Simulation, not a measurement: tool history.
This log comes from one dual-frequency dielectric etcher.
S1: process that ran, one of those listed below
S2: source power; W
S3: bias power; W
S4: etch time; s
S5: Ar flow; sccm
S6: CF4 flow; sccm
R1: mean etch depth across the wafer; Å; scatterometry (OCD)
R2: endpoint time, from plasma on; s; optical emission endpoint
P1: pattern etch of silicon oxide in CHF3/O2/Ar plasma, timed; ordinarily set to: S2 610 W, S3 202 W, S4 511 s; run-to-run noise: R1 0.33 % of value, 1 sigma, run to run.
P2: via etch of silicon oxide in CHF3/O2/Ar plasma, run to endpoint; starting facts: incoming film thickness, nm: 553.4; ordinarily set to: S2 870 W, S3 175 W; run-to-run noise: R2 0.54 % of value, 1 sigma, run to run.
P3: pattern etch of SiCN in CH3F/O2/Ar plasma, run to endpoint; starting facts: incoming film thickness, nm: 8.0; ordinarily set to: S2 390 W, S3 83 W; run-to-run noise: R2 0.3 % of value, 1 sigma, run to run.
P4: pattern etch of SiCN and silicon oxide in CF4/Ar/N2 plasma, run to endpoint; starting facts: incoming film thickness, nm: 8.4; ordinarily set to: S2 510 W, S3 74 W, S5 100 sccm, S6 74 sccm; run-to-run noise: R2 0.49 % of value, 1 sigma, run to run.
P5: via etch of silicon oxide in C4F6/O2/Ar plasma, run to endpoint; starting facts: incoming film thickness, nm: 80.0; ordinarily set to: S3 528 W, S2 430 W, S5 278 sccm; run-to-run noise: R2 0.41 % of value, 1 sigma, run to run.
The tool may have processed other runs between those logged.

run 1 hour=16.1 | S1=P1 S2=610 S3=202 S4=511 | R1=10744
run 2 hour=24.3 | S1=P1 S2=420 S3=142 S4=511 | R1=8295.9
run 3 hour=36.3 | S1=P1 S2=610 S3=202 S4=340.5 | R1=7148.2
run 4 hour=53.5 | S1=P4 S2=510 S3=74 S5=100 S6=104 | R2=8.1406
run 5 hour=64.4 | S1=P3 S2=390 S3=118 | R2=17.945
run 6 hour=74.4 | S1=P4 S2=510 S3=74 S5=74 S6=74 | R2=8.2044
run 7 hour=89.5 | S1=P2 S2=530 S3=175 | R2=297.2
run 8 hour=97.6 | S1=P1 S2=610 S3=156 S4=511 | R1=9831.1
run 9 hour=107.7 | S1=P5 S2=430 S3=528 S5=278 | R2=16.622
run 10 hour=124.7 | S1=P1 S2=460 S3=202 S4=511 | R1=9665.8
run 11 hour=132.8 | S1=P5 S2=430 S3=366 S5=278 | R2=18.977
run 12 hour=141.3 | S1=P3 S2=390 S3=83 | R2=20.419
run 13 hour=157.7 | S1=P5 S2=430 S3=528 S5=278 | R2=16.669
run 14 hour=167.9 | S1=P1 S2=610 S3=202 S4=511 | R1=10793
run 15 hour=179.3 | S1=P1 S2=610 S3=252 S4=511 | R1=11660
run 16 hour=191.3 | S1=P2 S2=870 S3=175 | R2=245.5
run 17 hour=207.4 | S1=P1 S2=610 S3=202 S4=707 | R1=14803
run 18 hour=223.5 | S1=P1 S2=610 S3=202 S4=511 | R1=10756
run 19 hour=232.2 | S1=P5 S2=290 S3=528 S5=278 | R2=19.19
run 20 hour=244.2 | S1=P5 S2=430 S3=528 S5=206 | R2=16.025
run 21 hour=257.2 | S1=P1 S2=610 S3=202 S4=511 | R1=10705
run 22 hour=266.2 | S1=P4 S2=390 S3=74 S5=100 S6=74 | R2=10.852
run 23 hour=277.5 | S1=P1 S2=610 S3=202 S4=511 | R1=10726
run 24 hour=293.3 | S1=P1 S2=610 S3=202 S4=511 | R1=10734
run 25 hour=307.3 | S1=P1 S2=810 S3=202 S4=511 | R1=11975
run 26 hour=316.6 | S1=P4 S2=510 S3=58 S5=100 S6=74 | R2=9.3047
run 27 hour=327.9 | S1=P2 S2=870 S3=138 | R2=265.94
run 28 hour=341.7 | S1=P4 S2=510 S3=74 S5=100 S6=74 | R2=8.5507
run 29 hour=352.1 | S1=P3 S2=260 S3=83 | R2=23.773
run 30 hour=365.8 | S1=P1 S2=610 S3=202 S4=511 | R1=10751
run 31 hour=373.3 | S1=P1 S2=610 S3=202 S4=511 | R1=10759
run 32 hour=384.3 | S1=P1 S2=610 S3=202 S4=511 | R1=10803
run 33 hour=401.1 | S1=P1 S2=610 S3=202 S4=511 | R1=10834
run 34 hour=409.5 | S1=P1 S2=610 S3=202 S4=511 | R1=10874
run 35 hour=418.2 | S1=P1 S2=610 S3=202 S4=511 | R1=10910
-- hour=425.5 wet clean of the chamber
run 36 hour=433.2 | S1=P1 S2=610 S3=202 S4=511 | R1=10881
run 37 hour=444.5 | S1=P1 S2=610 S3=202 S4=511 | R1=10953
run 38 hour=453.9 | S1=P1 S2=610 S3=202 S4=511 | R1=10948

What will run 39 give?
run 39 hour=468.1 | S1=P1 S2=610 S3=202 S4=511 | R1=?

R1: 10881 Å
